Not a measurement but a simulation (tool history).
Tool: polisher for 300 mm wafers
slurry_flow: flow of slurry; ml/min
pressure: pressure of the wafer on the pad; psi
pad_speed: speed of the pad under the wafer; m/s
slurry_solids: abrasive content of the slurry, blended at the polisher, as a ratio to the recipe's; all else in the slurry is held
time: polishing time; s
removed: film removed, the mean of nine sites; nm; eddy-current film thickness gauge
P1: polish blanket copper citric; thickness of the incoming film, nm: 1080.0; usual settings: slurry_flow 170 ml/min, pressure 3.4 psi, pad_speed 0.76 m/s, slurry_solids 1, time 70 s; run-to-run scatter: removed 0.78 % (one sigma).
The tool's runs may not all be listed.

| run | hour | slurry_flow | pressure | pad_speed | slurry_solids | time | removed |
|---|---|---|---|---|---|---|---|
| 1 | 4.1 | 170 | 3.4 | 0.76 | 1 | 70 | 128.73 |
| 2 | 8.1 | 170 | 3.4 | 1.18 | 1 | 70 | 198.13 |
| 3 | 15.3 | 170 | 3.4 | 0.76 | 1 | 70 | 130.27 |
| 4 | 19.4 | 170 | 3.4 | 0.76 | 1 | 70 | 128.73 |
| 5 | 23.4 | 170 | 3.4 | 0.76 | 1 | 32 | 59.063 |
| 6 | 30.1 | 170 | 1.5 | 0.76 | 1 | 70 | 58.551 |
| 7 | 36.4 | 220 | 3.4 | 0.76 | 1 | 70 | 136.24 |
| 8 | 42.8 | 225 | 3.4 | 0.76 | 1 | 36 | 69.151 |
| 9 | 46.6 | 170 | 3.4 | 0.76 | 1 | 70 | 128.13 |
| 10 | 51 | 170 | 3.4 | 0.76 | 1.25 | 70 | 137.04 |
| 11 | 54.3 | 100 | 3.4 | 0.76 | 1 | 70 | 116.23 |
| 12 | 58.5 | 170 | 4.6 | 0.76 | 1 | 70 | 173.64 |
| 13 | 64.8 | 170 | 3.4 | 0.76 | 0.6 | 70 | 117.07 |
| 14 | 68.1 | 170 | 3.4 | 0.76 | 1 | 105 | 195.41 |
| 15 | 71.9 | 170 | 3.4 | 0.76 | 1 | 70 | 128.8 |
| 16 | 77.6 | 170 | 3.4 | 0.5 | 1 | 42 | 51.677 |
| 17 | 84.6 | 170 | 3.4 | 0.38 | 1 | 70 | 66.52 |
| 18 | 91.3 | 170 | 3.4 | 0.76 | 1 | 70 | 131.33 |
| 19 | 94.6 | 170 | 3.4 | 0.76 | 1 | 70 | 126.77 |
| 20 | 101.7 | 170 | 3.4 | 0.76 | 1 | 70 | 122.23 |
| 21 | 105.1 | 170 | 3.4 | 0.76 | 1 | 70 | 122.44 |

Forecast run 22:
| 22 | 109.2 | 170 | 3.4 | 0.76 | 1 | 70 | ? |

{"run 22": {"removed": 120.22}}
